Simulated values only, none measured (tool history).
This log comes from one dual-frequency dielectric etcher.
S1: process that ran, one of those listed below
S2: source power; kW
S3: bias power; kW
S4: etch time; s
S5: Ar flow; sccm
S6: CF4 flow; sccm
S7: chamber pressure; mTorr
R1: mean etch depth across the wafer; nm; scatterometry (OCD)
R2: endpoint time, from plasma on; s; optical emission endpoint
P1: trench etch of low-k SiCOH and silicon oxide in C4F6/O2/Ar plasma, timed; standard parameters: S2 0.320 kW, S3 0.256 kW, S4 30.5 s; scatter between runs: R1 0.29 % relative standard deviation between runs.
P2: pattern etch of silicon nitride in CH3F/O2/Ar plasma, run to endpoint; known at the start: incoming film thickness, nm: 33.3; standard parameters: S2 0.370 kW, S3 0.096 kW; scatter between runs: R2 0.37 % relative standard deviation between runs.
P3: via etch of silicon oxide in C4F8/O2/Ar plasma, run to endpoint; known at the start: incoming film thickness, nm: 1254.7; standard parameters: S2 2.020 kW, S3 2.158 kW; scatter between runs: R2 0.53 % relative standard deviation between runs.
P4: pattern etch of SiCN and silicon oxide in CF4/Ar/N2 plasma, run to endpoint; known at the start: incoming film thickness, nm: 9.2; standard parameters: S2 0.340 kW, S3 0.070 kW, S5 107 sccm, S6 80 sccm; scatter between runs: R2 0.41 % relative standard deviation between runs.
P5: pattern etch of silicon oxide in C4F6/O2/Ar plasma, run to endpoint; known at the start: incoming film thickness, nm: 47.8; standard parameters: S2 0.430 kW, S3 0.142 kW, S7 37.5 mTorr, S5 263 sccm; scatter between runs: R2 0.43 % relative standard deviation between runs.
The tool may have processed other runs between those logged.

run	hour	S1	S2	S3	S4	S5	S6	S7	R1	R2
1	5.3	P1	0.320	0.256	30.5				99.095	
2	14.0	P2	0.370	0.096						45.598
3	21.3	P4	0.340	0.054		107	80			14.679
4	30.7	P1	0.320	0.256	30.5				99.939	
5	39.3	P5	0.430	0.142		263		37.5		16.295
6	48.9	P1	0.320	0.162	44.5				125.420	
7	54.6	P5	0.430	0.142		263		45.0		16.484
8	66.2	P2	0.370	0.076						49.240
9	75.6	P1	0.220	0.256	30.5				86.491	
10	83.2	P4	0.340	0.070		107	80			13.413
11	88.8	P3	2.840	2.158						209.890
12	100.3	P1	0.320	0.256	41.0				133.720	
# hour 110.5: source power generator calibrated
13	110.5	P5	0.580	0.142		263		37.5		14.278
14	116.3	P1	0.320	0.319	30.5				107.640	
15	121.7	P1	0.320	0.256	30.5				99.336	
16	131.3	P3	2.020	2.853						221.050
17	137.8	P1	0.320	0.256	30.5				99.255	
18	144.0	P1	0.400	0.256	30.5				108.400	
19	154.1	P1	0.320	0.256	19.0				62.247	
20	162.9	P5	0.430	0.090		263		37.5		18.374
21	171.5	P1	0.320	0.256	30.5				99.826	
22	180.1	P1	0.320	0.256	30.5				100.070	
23	189.9	P4	0.470	0.070		107	80			10.196
24	196.2	P4	0.340	0.070		107	110			12.924
25	207.2	P3	2.020	2.158						238.200
26	216.8	P2	0.510	0.096						40.237
27	226.4	P3	2.020	2.158						238.470
28	237.7	P1	0.320	0.256	30.5				99.561	
29	246.9	P4	0.340	0.070		84	80			13.046
30	252.1	P5	0.430	0.142		187		37.5		15.502
31	259.1	P1	0.320	0.188	30.5				89.964	
32	264.6	P2	0.370	0.096						45.570
33	276.5	P1	0.320	0.256	30.5				99.875	
34	287.0	P1	0.320	0.256	30.5				98.842	
35	297.1	P1	0.320	0.256	30.5				98.639	
36	307.1	P1	0.320	0.256	30.5				98.235	
# hour 315.6: wet clean of the chamber
37	315.7	P1	0.320	0.256	30.5				98.256	
38	325.1	P1	0.320	0.256	30.5				98.300	
39	332.5	P1	0.320	0.256	30.5				97.936	
40	337.7	P1	0.320	0.256	30.5				98.620	
41	343.6	P1	0.320	0.256	30.5				98.435	

The log shows P1 creeping away from where it was. Any of the 2 causes listed here, at the size stated for it, fits the log just as well as the others:
A: bias power that arrives under what is set, % = 4.15
B: source power that arrives under what is set, % = 3.75
The onset of the drift is placed at about hour 276.5.
What rules out each remaining cause:
chamber walls in a state that lowers the etch rate, %: work on it at hour 315.6, done after the drift set in, did not restore what the process gave before

The list below offers 4 check runs, each averaging the results of 2 wafers, and shows each result as a question mark. For which of them would the listed causes give clearly different results?
check 1	349.5	P2	0.470	0.081						?
check 2	349.5	P3	2.020	2.777						?
check 3	349.5	P4	0.340	0.070		107	108			?
check 4	349.5	P5	0.430	0.092		223		37.5		?

Check results expected under each cause:
check	result	if A	if B
check 1	R2	44.583	44.573
check 2	R2	224.450	224.920
check 3	R2	13.131	13.399
check 4	R2	18.106	18.186
Per-check spread between the two closest causes, in the result where they differ most: check 1 0.02 %; check 2 0.21 %; check 3 2.01 %; check 4 0.44 %
The other checks would show nearly matching results whichever cause is true, so check 3 is the only one that separates the causes.

Here is what check 3 returned: R2 13.419 s. Which cause is it?

The cause is B: source power that arrives under what is set, %.
